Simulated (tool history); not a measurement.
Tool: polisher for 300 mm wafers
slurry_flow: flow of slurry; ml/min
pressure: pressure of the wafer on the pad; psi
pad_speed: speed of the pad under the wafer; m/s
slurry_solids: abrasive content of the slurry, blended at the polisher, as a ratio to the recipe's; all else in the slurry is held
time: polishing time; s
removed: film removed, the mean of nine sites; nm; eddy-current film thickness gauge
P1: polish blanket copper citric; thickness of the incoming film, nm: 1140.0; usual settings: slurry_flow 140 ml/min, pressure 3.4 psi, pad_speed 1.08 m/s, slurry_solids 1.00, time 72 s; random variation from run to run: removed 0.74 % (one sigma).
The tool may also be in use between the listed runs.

| run | day | slurry_flow | pressure | pad_speed | slurry_solids | time | wafers polished on this pad | hours since the slurry nozzle was cleaned | hours since the head pressure was calibrated | hours since the slurry blender was calibrated | removed |
|---|---|---|---|---|---|---|---|---|---|---|---|
| 1 | 0.242 | 140 | 3.4 | 1.08 | 1.00 | 72 | 787 | 485.1 | 400.3 | 63.8 | 169.840 |
| 2 | 0.538 | 140 | 3.4 | 0.70 | 1.00 | 72 | 873 | 492.2 | 407.4 | 70.9 | 112.190 |
| 3 | 0.738 | 215 | 3.4 | 1.08 | 1.00 | 72 | 931 | 497.0 | 412.2 | 75.7 | 181.090 |
| 4 | 1.033 | 140 | 3.4 | 1.08 | 1.00 | 112 | 1016 | 504.1 | 419.3 | 82.8 | 265.860 |
| 5 | 1.246 | 140 | 3.4 | 1.08 | 1.00 | 72 | 1078 | 509.2 | 424.4 | 87.9 | 171.440 |
| 6 | 1.417 | 140 | 4.8 | 1.08 | 1.00 | 72 | 1127 | 513.3 | 428.5 | 92.0 | 241.290 |
| 7 | 1.679 | 140 | 1.9 | 1.08 | 1.00 | 72 | 1203 | 519.6 | 434.8 | 98.3 | 97.078 |
| 8 | 1.904 | 140 | 3.4 | 1.08 | 1.00 | 72 | 1268 | 525.0 | 440.2 | 103.7 | 170.140 |
| 9 | 2.038 | 140 | 3.4 | 1.08 | 1.30 | 72 | 1307 | 528.2 | 443.4 | 106.9 | 180.720 |
| 10 | 2.200 | 140 | 3.4 | 1.08 | 1.00 | 72 | 1354 | 532.1 | 447.3 | 110.8 | 171.630 |
| 11 | 2.375 | 140 | 3.4 | 1.08 | 1.00 | 72 | 1404 | 536.3 | 451.5 | 115.0 | 170.920 |
| 12 | 2.675 | 140 | 3.4 | 1.08 | 1.00 | 72 | 1491 | 543.5 | 458.7 | 122.2 | 172.650 |
| 13 | 2.971 | 140 | 3.4 | 1.08 | 0.55 | 72 | 1577 | 550.6 | 465.8 | 129.3 | 153.160 |
| 14 | 3.108 | 85 | 3.4 | 1.08 | 1.00 | 72 | 1616 | 553.9 | 469.1 | 132.6 | 152.790 |
| 15 | 3.258 | 100 | 2.1 | 1.08 | 1.00 | 72 | 1660 | 557.5 | 472.7 | 136.2 | 99.506 |
| 16 | 3.533 | 140 | 3.4 | 1.64 | 1.00 | 72 | 1739 | 564.1 | 479.3 | 142.8 | 256.750 |
| 17 | 3.746 | 140 | 3.4 | 1.08 | 1.00 | 44 | 1801 | 569.2 | 484.4 | 147.9 | 103.790 |
| 18 | 3.946 | 140 | 4.4 | 1.46 | 1.00 | 72 | 1858 | 574.0 | 489.2 | 152.7 | 295.990 |
| 19 | 4.200 | 140 | 3.4 | 1.08 | 1.00 | 72 | 1932 | 580.1 | 495.3 | 158.8 | 168.810 |
| 20 | 4.471 | 140 | 3.4 | 1.08 | 1.00 | 72 | 2010 | 586.6 | 501.8 | 165.3 | 163.940 |
| 21 | 4.721 | 140 | 3.4 | 1.08 | 1.00 | 72 | 2082 | 592.6 | 507.8 | 171.3 | 165.650 |
| 22 | 4.971 | 140 | 3.4 | 1.08 | 1.00 | 72 | 2155 | 598.6 | 513.8 | 177.3 | 158.520 |
| 23 | 5.138 | 140 | 3.4 | 1.08 | 1.00 | 72 | 2203 | 602.6 | 517.8 | 181.3 | 159.970 |
|  | 5.208 | head pressure recalibrated |
| 24 | 5.275 | 140 | 3.4 | 1.08 | 1.00 | 72 | 2243 | 605.9 | 1.7 | 184.6 | 160.520 |
| 25 | 5.533 | 140 | 3.4 | 1.08 | 1.00 | 72 | 2317 | 612.1 | 7.9 | 190.8 | 158.390 |
| 26 | 5.696 | 140 | 3.4 | 1.08 | 1.00 | 72 | 2364 | 616.0 | 11.8 | 194.7 | 156.480 |
|  | 5.721 | worn pad replaced by a new one |
| 27 | 5.883 | 140 | 3.4 | 1.08 | 1.00 | 72 | 47 | 620.5 | 16.3 | 199.2 | 156.920 |
| 28 | 6.171 | 140 | 3.4 | 1.08 | 1.00 | 72 | 130 | 627.4 | 23.2 | 206.1 | 157.860 |
| 29 | 6.400 | 140 | 3.4 | 1.08 | 1.00 | 72 | 196 | 632.9 | 28.7 | 211.6 | 157.500 |

What P1 gives has crept away from where it was. These 2 causes fit the log equally well, each at the size given:
A: abrasive missing from the slurry, % = 32.1
B: slurry flow missing at the pad, % = 30.9
The creep began at about day 4.200.
Why every other cause is out:
removal rate lost through wear of the pad, %: serviced at day 5.721, which brought nothing back
head's pressure below its setpoint, %: serviced at day 5.208, which brought nothing back

4 check runs are offered, each on 2 wafers whose results are averaged, their results left as question marks. Which one tells the causes apart?
| check 1 | 6.629 | 140 | 4.1 | 1.08 | 1.00 | 72 |  |  |  |  | ? |
| check 2 | 6.629 | 85 | 3.4 | 1.34 | 1.00 | 72 |  |  |  |  | ? |
| check 3 | 6.629 | 140 | 2.3 | 0.74 | 1.00 | 72 |  |  |  |  | ? |
| check 4 | 6.629 | 140 | 4.1 | 0.86 | 1.00 | 72 |  |  |  |  | ? |

What each check would give under each cause:
| check | result | if A | if B |
|---|---|---|---|
| check 1 | removed | 189.030 | 189.070 |
| check 2 | removed | 173.120 | 165.730 |
| check 3 | removed | 74.570 | 74.586 |
| check 4 | removed | 151.160 | 151.190 |
How far apart the two closest causes lie, in the result that separates them most: check 1 0.02 %; check 2 4.36 %; check 3 0.02 %; check 4 0.02 %
Only check 2 tells the causes apart: in the others they would give nearly the same result.

Then check 2 was run and gave: removed 173.660 nm. Which cause is it?

It is A: abrasive missing from the slurry, %.

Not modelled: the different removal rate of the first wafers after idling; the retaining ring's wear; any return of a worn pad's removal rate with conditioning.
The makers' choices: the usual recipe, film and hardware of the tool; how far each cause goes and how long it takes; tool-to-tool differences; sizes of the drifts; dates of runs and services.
